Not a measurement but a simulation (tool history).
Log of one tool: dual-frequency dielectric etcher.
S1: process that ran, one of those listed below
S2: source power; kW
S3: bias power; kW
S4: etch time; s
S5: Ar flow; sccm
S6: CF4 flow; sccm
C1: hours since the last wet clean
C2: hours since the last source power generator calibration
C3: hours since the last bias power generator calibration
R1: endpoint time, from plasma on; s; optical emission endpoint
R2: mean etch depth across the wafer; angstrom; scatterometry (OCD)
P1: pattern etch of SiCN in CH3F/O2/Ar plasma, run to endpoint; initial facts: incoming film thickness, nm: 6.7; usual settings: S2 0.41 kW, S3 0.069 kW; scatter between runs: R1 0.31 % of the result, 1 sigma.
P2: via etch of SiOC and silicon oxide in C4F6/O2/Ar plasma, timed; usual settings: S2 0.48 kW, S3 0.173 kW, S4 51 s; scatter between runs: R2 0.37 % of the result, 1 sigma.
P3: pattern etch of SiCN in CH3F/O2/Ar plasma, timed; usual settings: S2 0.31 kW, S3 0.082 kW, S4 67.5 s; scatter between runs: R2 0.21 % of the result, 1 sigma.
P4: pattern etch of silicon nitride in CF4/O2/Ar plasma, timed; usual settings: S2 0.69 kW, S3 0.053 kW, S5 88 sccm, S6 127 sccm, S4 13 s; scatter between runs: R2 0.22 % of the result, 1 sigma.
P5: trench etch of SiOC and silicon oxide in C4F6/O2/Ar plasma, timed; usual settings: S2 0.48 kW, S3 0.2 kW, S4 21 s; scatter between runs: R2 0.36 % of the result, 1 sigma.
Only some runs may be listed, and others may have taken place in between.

run,day,S1,S2,S3,S4,S5,S6,C1,C2,C3,R1,R2
1,0.317,P1,0.41,0.069,,,,190.4,995,2265.9,17.694,
2,0.588,P1,0.41,0.069,,,,196.9,1001.5,2272.4,17.651,
3,0.95,P1,0.41,0.082,,,,205.6,1010.2,2281.1,16.601,
4,1.275,P5,0.48,0.2,21,,,213.4,1018,2288.9,,467.35
5,1.533,P1,0.49,0.069,,,,219.6,1024.2,2295.1,16.444,
6,1.979,P1,0.41,0.069,,,,230.3,1034.9,2305.8,17.603,
# day 2.35: bias power generator calibrated
7,2.442,P2,0.64,0.173,51,,,241.4,1046,2.2,,700.61
8,2.738,P4,0.82,0.053,13,88,127,248.5,1053.1,9.3,,395.37
9,3.254,P3,0.19,0.082,67.5,,,260.9,1065.5,21.7,,202.25
10,3.725,P5,0.48,0.2,21,,,272.2,1076.8,33,,468.8
11,4.133,P5,0.28,0.2,21,,,282,1086.6,42.8,,382.6
12,4.375,P1,0.31,0.069,,,,287.8,1092.4,48.6,19.644,
13,4.858,P2,0.48,0.173,28,,,299.4,1104,60.2,,341.67
# day 5.121: wet clean of the chamber
14,5.288,P4,0.69,0.053,17.5,88,127,4.1,1114.3,70.5,,457.9
15,5.571,P2,0.48,0.173,51,,,10.9,1121.1,77.3,,625.81
16,6,P1,0.27,0.049,,,,21.2,1131.4,87.6,23.214,
17,6.442,P1,0.25,0.054,,,,31.8,1142,98.2,23.245,
18,6.817,P3,0.31,0.082,67.5,,,40.8,1151,107.2,,242.56
19,7.271,P1,0.41,0.069,,,,51.7,1161.9,118.1,17.627,
20,7.6,P1,0.41,0.049,,,,59.6,1169.8,126,19.775,
21,7.862,P3,0.31,0.082,67.5,,,65.9,1176.1,132.3,,243.42
22,8.358,P4,0.69,0.053,13,57,127,77.8,1188,144.2,,355.27
23,8.775,P5,0.48,0.145,21,,,87.8,1198,154.2,,421.97
24,9.1,P4,0.69,0.053,13,88,127,95.6,1205.8,162,,340.63
25,9.525,P2,0.48,0.239,51,,,105.8,1216,172.2,,695.6
26,10.008,P5,0.48,0.2,12.5,,,117.4,1227.6,183.8,,278.58
27,10.292,P4,0.69,0.053,13,88,171,124.2,1234.4,190.6,,350.89
28,10.562,P4,0.69,0.075,13,88,127,130.7,1240.9,197.1,,387.7
29,11.046,P3,0.31,0.049,67.5,,,142.3,1252.5,208.7,,202.84
30,11.421,P2,0.48,0.173,51,,,151.3,1261.5,217.7,,624.61
31,11.683,P3,0.31,0.082,37,,,157.6,1267.8,224,,132.9
32,12.225,P1,0.41,0.069,,,,170.6,1280.8,237,17.586,
33,12.6,P1,0.41,0.069,,,,179.6,1289.8,246,17.785,
34,13.046,P1,0.41,0.069,,,,190.3,1300.5,256.7,17.806,
35,13.429,P1,0.41,0.069,,,,199.5,1309.7,265.9,17.774,
36,13.821,P1,0.41,0.069,,,,208.9,1319.1,275.3,17.915,
37,14.108,P1,0.41,0.069,,,,215.8,1326,282.2,17.868,
38,14.446,P1,0.41,0.069,,,,223.9,1334.1,290.3,17.896,
39,14.938,P1,0.41,0.069,,,,235.7,1345.9,302.1,17.821,
# day 15.183: wet clean of the chamber
40,15.288,P1,0.41,0.069,,,,2.6,1354.3,310.5,17.915,
41,15.567,P1,0.41,0.069,,,,9.3,1361,317.2,17.933,
42,16.033,P1,0.41,0.069,,,,20.5,1372.2,328.4,17.886,
43,16.446,P1,0.41,0.069,,,,30.4,1382.1,338.3,18.007,

The log shows P1 creeping away from where it was. Any of the 2 causes listed here, at the size stated for it, fits the log just as well as the others:
A: bias power that arrives under what is set, % = 4.41
B: source power that arrives under what is set, % = 4.07
The process output started creeping at around day 12.225.
Other possible causes, and why each is ruled out:
chamber walls in a state that lowers the etch rate, %: work on it at day 15.183, done after the drift set in, did not restore what the process gave before

Question marks stand in for the results of the 4 check runs listed below, each run on one wafer. Under which run would the listed causes show clearly different results?
check 1,16.858,P4,0.69,0.053,13,58,127,,,,,?
check 2,16.858,P5,0.3,0.2,16,,,,,,,?
check 3,16.858,P2,0.57,0.173,33,,,,,,,?
check 4,16.858,P3,0.25,0.082,47.5,,,,,,,?

Outcome of each check run for each possible cause:
check,result,if A,if B
check 1,R2,349.21,341.82
check 2,R2,293.03,292.7
check 3,R2,426.35,425.37
check 4,R2,154.84,155.07
Per-check spread between the two closest causes, in the result where they differ most: check 1 2.14 %; check 2 0.11 %; check 3 0.23 %; check 4 0.15 %
Only in check 1 would the causes give clearly different results; in the remaining checks their results would be nearly the same.

After running check 1, the following was obtained: R2 349.01 angstrom. Which cause does this point to?

A is the cause: bias power that arrives under what is set, %.
